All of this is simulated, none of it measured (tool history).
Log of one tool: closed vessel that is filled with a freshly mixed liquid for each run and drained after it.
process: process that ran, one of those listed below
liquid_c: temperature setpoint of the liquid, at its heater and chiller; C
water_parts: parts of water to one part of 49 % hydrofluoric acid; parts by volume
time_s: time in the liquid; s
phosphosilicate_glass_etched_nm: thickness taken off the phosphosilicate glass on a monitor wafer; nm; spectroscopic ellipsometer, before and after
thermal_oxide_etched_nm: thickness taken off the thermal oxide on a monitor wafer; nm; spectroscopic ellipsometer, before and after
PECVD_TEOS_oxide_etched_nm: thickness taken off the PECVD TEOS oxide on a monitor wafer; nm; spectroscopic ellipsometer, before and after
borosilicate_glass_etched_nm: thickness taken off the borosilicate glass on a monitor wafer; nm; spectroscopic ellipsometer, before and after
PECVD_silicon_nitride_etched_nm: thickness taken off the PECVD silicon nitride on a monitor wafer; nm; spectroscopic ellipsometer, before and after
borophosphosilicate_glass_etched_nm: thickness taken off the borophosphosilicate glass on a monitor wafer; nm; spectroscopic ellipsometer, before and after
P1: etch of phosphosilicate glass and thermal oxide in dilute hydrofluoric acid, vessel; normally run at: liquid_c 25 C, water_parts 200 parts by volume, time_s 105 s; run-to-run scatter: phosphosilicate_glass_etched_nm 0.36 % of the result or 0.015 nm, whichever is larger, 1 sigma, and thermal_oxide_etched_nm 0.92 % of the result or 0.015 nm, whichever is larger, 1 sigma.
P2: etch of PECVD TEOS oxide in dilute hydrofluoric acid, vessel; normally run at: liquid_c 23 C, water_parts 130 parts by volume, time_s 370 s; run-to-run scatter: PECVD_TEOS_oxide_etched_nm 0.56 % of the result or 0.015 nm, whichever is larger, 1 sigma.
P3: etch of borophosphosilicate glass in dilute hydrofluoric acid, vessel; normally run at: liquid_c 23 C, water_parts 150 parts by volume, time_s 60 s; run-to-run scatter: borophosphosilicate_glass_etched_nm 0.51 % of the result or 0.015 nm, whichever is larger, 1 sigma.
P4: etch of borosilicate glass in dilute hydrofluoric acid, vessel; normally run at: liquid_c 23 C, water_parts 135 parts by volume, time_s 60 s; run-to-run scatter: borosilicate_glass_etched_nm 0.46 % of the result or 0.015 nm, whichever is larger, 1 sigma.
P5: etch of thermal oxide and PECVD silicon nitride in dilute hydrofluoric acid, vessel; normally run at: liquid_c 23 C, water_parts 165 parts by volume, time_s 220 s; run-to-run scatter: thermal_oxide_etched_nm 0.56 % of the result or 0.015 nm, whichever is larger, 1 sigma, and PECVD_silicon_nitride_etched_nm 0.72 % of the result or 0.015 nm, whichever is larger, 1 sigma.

run	day	process	liquid_c	water_parts	time_s	hours since the thermometer was replaced	hours since the hydrofluoric acid flow meter was replaced	phosphosilicate_glass_etched_nm	thermal_oxide_etched_nm	PECVD_TEOS_oxide_etched_nm	borosilicate_glass_etched_nm	PECVD_silicon_nitride_etched_nm	borophosphosilicate_glass_etched_nm
1	0.2	P1	25	200	105	984.2	810	38.141	2.3533				
2	0.325	P2	23	130	370	987.2	813			40.689			
3	0.462	P1	17.5	200	50	990.5	816.3	13.635	0.85031				
4	0.617	P4	23	135	60	994.2	820				9.7173		
5	0.762	P2	23	130	370	997.7	823.5			40.24			
6	0.892	P1	32.5	200	55	1000.8	826.6	25.988	1.5991				
7	1.029	P1	25	200	105	1004.1	829.9	38.247	2.3336				
8	1.129	P1	33.5	200	105	1006.5	832.3	51.345	3.2292				
9	1.275	P1	25	355	105	1010	835.8	18.413	1.1452				
10	1.392	P5	23	165	220	1012.8	838.6		5.3141			3.4313	
# day 1.442: thermometer replaced
11	1.504	P3	23	205	60	1.6	841.3						15.715
12	1.679	P1	25	200	105	5.8	845.5	38.045	2.3362				
13	1.888	P4	23	135	60	10.8	850.5				9.6375		
14	1.988	P1	25	200	105	13.2	852.9	37.953	2.3442				
15	2.125	P5	17	165	220	16.5	856.2		4.1947			2.3258	
16	2.304	P1	25	200	105	20.8	860.5	38.208	2.3658				
17	2.433	P4	23	215	60	23.9	863.6				5.4807		
18	2.617	P2	23	130	110	28.3	868			12.116			
19	2.821	P2	19	130	370	33.2	872.9			34.945			
20	2.962	P1	25	325	30	36.6	876.3	5.8904	0.37544				
21	3.142	P5	23	105	220	40.9	880.6		8.9413			5.295	
22	3.358	P1	25	70	105	46.1	885.8	127.03	7.9236				
23	3.529	P5	23	165	220	50.2	889.9		5.2364			3.4854	
24	3.654	P3	23	150	105	53.2	892.9						40.219
25	3.812	P5	23	165	325	57	896.7		7.8914			5.0931	
26	3.958	P1	25	200	165	60.5	900.2	59.626	3.6512				
27	4.054	P1	25	200	105	62.8	902.5	38.194	2.2924				
28	4.25	P2	23	195	370	67.5	907.2			25.303			
29	4.396	P3	23	150	60	71	910.7						23.092
30	4.525	P1	21	200	105	74.1	913.8	32.675	2.0004				
31	4.629	P4	23	135	30	76.6	916.3				4.8306		
32	4.733	P1	25	200	35	79.1	918.8	12.565	0.76318				
33	4.879	P4	17	135	60	82.6	922.3				7.5609		
34	4.971	P3	18	150	60	84.8	924.5						19.009
35	5.175	P1	25	200	105	89.7	929.4	37.864	2.3404				
36	5.325	P1	25	200	105	93.3	933	39.304	2.441				
37	5.45	P1	25	200	105	96.3	936	40.332	2.4627				
38	5.662	P1	25	200	105	101.4	941.1	41.04	2.5204				
39	5.833	P1	25	200	105	105.5	945.2	41.321	2.5028				
40	5.958	P1	25	200	105	108.5	948.2	41.234	2.5502				
41	6.112	P1	25	200	105	112.2	951.9	41.143	2.5278				

What P1 gives has crept away from where it was. These 2 causes fit the log equally well, each at the size given:
A: liquid hotter than its thermometer reads (K) = 2.19
B: hydrofluoric acid flow above the setpoint (%) = 6.72
The creep began at about day 5.175.

4 check runs are offered, one wafer each, their results left as question marks. Which one tells the causes apart?
check 1	6.267	P3	23	150	60								?
check 2	6.267	P5	23	165	220				?			?	
check 3	6.267	P4	23	135	60						?		
check 4	6.267	P2	23	130	370					?			

What each check would give under each cause:
check	result	if A	if B
check 1	borophosphosilicate_glass_etched_nm	24.982	24.784
check 2	thermal_oxide_etched_nm	5.7696	5.7334
check 2	PECVD_silicon_nitride_etched_nm	3.9554	3.6652
check 3	borosilicate_glass_etched_nm	10.476	10.375
check 4	PECVD_TEOS_oxide_etched_nm	44.47	44.014
How far apart the two closest causes lie, in the result that separates them most: check 1 0.79 %; check 2 7.62 %; check 3 0.98 %; check 4 1.03 %
Only check 2 tells the causes apart: in the others they would give nearly the same result.

Check 2 was then run and gave: thermal_oxide_etched_nm 5.7635 nm; PECVD_silicon_nitride_etched_nm 3.6997 nm. Which cause is it?

It is B: hydrofluoric acid flow above the setpoint (%).

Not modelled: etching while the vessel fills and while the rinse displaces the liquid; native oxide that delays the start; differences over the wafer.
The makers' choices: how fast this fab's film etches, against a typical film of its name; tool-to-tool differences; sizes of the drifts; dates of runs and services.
